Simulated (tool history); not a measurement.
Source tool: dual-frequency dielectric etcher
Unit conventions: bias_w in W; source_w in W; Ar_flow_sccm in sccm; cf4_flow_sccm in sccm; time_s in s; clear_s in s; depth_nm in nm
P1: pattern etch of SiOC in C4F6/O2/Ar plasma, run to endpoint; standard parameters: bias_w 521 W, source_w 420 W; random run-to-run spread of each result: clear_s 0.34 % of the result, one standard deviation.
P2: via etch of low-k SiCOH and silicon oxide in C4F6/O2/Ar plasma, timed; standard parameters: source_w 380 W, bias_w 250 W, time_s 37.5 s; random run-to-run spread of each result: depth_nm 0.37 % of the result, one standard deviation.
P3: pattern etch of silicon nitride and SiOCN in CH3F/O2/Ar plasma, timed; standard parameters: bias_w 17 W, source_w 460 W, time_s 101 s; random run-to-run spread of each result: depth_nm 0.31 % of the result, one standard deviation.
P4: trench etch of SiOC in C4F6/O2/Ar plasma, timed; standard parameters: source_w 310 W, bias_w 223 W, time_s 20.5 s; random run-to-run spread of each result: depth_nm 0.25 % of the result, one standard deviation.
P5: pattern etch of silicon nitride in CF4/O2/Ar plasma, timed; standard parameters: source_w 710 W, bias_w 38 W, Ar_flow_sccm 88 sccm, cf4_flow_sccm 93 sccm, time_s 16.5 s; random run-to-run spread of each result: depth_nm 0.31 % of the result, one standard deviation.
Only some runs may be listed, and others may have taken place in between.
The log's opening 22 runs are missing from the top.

run,day,process,bias_w,source_w,Ar_flow_sccm,cf4_flow_sccm,time_s,clear_s,depth_nm
23,9.829,P5,38,710,88,93,11.5,,27.209
24,10.388,P3,17,460,,,101,,12.638
25,10.967,P3,17,460,,,148,,18.651
26,11.271,P5,46,710,88,93,16.5,,41.608
27,11.612,P1,521,550,,,,8.6145,
28,12.175,P5,38,710,88,93,16.5,,38.805
29,12.675,P1,419,420,,,,10.312,
30,13.025,P1,521,420,,,,9.5632,

Run 31 is up next; what results do you expect?
31,13.342,P3,23,460,,,101,,?

depth_nm: 14.42 nm
